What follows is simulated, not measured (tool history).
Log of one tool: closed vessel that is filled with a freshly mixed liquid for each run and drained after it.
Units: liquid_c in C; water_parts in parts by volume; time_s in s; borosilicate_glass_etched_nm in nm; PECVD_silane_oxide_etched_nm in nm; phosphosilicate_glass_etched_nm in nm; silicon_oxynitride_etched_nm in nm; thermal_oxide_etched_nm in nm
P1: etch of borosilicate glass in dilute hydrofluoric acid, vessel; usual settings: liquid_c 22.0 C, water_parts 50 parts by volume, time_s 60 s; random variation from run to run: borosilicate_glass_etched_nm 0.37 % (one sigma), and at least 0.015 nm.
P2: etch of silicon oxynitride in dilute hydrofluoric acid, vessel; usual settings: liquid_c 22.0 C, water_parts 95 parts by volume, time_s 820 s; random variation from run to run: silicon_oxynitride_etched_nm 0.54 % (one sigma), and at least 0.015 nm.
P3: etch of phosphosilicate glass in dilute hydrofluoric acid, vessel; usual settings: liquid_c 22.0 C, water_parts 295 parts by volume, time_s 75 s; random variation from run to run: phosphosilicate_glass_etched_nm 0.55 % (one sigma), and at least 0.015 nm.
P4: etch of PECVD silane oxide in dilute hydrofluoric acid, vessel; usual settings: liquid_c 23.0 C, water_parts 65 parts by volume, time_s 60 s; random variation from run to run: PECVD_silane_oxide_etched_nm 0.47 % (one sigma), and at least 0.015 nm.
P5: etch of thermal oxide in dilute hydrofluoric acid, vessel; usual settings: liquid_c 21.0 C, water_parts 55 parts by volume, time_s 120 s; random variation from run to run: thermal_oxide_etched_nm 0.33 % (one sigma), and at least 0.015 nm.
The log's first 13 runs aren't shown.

run	hour	process	liquid_c	water_parts	time_s	hours since the thermometer was replaced	hours since the hydrofluoric acid flow meter was replaced	borosilicate_glass_etched_nm	PECVD_silane_oxide_etched_nm	phosphosilicate_glass_etched_nm	silicon_oxynitride_etched_nm	thermal_oxide_etched_nm
14	136.3	P2	22.0	165	820	31.3	229.8				13.0820	
15	142.8	P1	17.0	50	60	37.8	236.3	33.111				
16	151.5	P1	22.0	20	60	46.5	245.0	107.310				
17	163.3	P3	30.5	295	75	58.3	256.8			15.1200		
# hour 167.4: hydrofluoric acid flow meter replaced
18	175.5	P1	22.0	50	115	70.5	8.2	79.040				
19	187.0	P1	22.0	50	60	82.0	19.7	41.313				
20	195.3	P5	21.0	55	30	90.3	28.0					2.3161
21	204.4	P2	22.0	95	40	99.4	37.1				1.1507	
22	214.8	P1	22.0	50	30	109.8	47.5	20.693				
23	222.7	P2	22.0	95	820	117.7	55.4				23.9590	
24	228.9	P1	22.0	50	60	123.9	61.6	41.354				
25	239.3	P5	21.0	55	120	134.3	72.0					9.2775
26	245.6	P4	23.0	65	35	140.6	78.3		26.770			
27	254.5	P5	17.0	55	120	149.5	87.2					7.7921
28	265.2	P3	22.0	295	75	160.2	97.9			11.4560		
29	275.4	P1	28.0	50	60	170.4	108.1	52.569				

The next listed run, before its measurement:
30	281.4	P5	21.0	85	120	176.4	114.1					?

thermal_oxide_etched_nm: 5.8255 nm

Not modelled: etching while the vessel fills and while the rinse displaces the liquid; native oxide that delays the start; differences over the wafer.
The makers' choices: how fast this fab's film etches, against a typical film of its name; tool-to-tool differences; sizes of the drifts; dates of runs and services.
